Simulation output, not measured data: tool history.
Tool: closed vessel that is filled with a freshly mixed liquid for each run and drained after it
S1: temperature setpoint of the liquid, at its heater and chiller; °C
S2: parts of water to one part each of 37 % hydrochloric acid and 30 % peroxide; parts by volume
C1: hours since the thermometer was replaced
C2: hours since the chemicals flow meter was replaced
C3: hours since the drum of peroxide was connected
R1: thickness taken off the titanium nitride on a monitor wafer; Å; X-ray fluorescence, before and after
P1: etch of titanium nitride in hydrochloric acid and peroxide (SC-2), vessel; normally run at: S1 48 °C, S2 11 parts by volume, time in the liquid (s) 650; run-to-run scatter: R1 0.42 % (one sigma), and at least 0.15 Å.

{"run": 1, "hour": 15.7, "S1": 48, "S2": 11, "time in the liquid (s)": 650, "C1": 1219.8, "C2": 138.2, "C3": 641.8, "R1": 171.15}
{"run": 2, "hour": 25.4, "S1": 59, "S2": 11, "time in the liquid (s)": 650, "C1": 1229.5, "C2": 147.9, "C3": 651.5, "R1": 348.89}
{"run": 3, "hour": 38.8, "S1": 48, "S2": 4, "time in the liquid (s)": 975, "C1": 1242.9, "C2": 161.3, "C3": 664.9, "R1": 551.42}
{"run": 4, "hour": 53.1, "S1": 48, "S2": 11, "time in the liquid (s)": 650, "C1": 1257.2, "C2": 175.6, "C3": 679.2, "R1": 171.54}
{"run": 5, "hour": 65.0, "S1": 48, "S2": 11, "time in the liquid (s)": 650, "C1": 1269.1, "C2": 187.5, "C3": 691.1, "R1": 170.95}
{"run": 6, "hour": 75.3, "S1": 48, "S2": 11, "time in the liquid (s)": 1255, "C1": 1279.4, "C2": 197.8, "C3": 701.4, "R1": 329.69}
{"run": 7, "hour": 88.4, "S1": 48, "S2": 11, "time in the liquid (s)": 30, "C1": 1292.5, "C2": 210.9, "C3": 714.5, "R1": 7.9022}
{"run": 8, "hour": 98.8, "S1": 48, "S2": 4, "time in the liquid (s)": 650, "C1": 1302.9, "C2": 221.3, "C3": 724.9, "R1": 370.37}
{"run": 9, "hour": 117.1, "S1": 35, "S2": 11, "time in the liquid (s)": 650, "C1": 1321.2, "C2": 239.6, "C3": 743.2, "R1": 68.225}
{"hour": 127.2, "done": "new drum of peroxide connected"}
{"run": 10, "hour": 129.8, "S1": 48, "S2": 20, "time in the liquid (s)": 650, "C1": 1333.9, "C2": 252.3, "C3": 2.7, "R1": 100.13}
{"run": 11, "hour": 140.3, "S1": 55.5, "S2": 11, "time in the liquid (s)": 1180, "C1": 1344.4, "C2": 262.8, "C3": 13.2, "R1": 505.65}
{"run": 12, "hour": 155.3, "S1": 48, "S2": 11, "time in the liquid (s)": 650, "C1": 1359.4, "C2": 277.8, "C3": 28.2, "R1": 170.99}
{"run": 13, "hour": 168.2, "S1": 48, "S2": 11, "time in the liquid (s)": 650, "C1": 1372.3, "C2": 290.7, "C3": 41.1, "R1": 168.7}
{"run": 14, "hour": 177.0, "S1": 48, "S2": 11, "time in the liquid (s)": 650, "C1": 1381.1, "C2": 299.5, "C3": 49.9, "R1": 166.01}
{"run": 15, "hour": 185.4, "S1": 48, "S2": 11, "time in the liquid (s)": 650, "C1": 1389.5, "C2": 307.9, "C3": 58.3, "R1": 163.93}
{"run": 16, "hour": 204.2, "S1": 48, "S2": 11, "time in the liquid (s)": 650, "C1": 1408.3, "C2": 326.7, "C3": 77.1, "R1": 158.41}
{"run": 17, "hour": 220.3, "S1": 48, "S2": 11, "time in the liquid (s)": 650, "C1": 1424.4, "C2": 342.8, "C3": 93.2, "R1": 157.11}

The next listed run, before its measurement:
{"run": 18, "hour": 238.5, "S1": 48, "S2": 11, "time in the liquid (s)": 650, "C1": 1442.6, "C2": 361, "C3": 111.4, "R1": "?"}

{"run 18": {"R1": 154.33}}
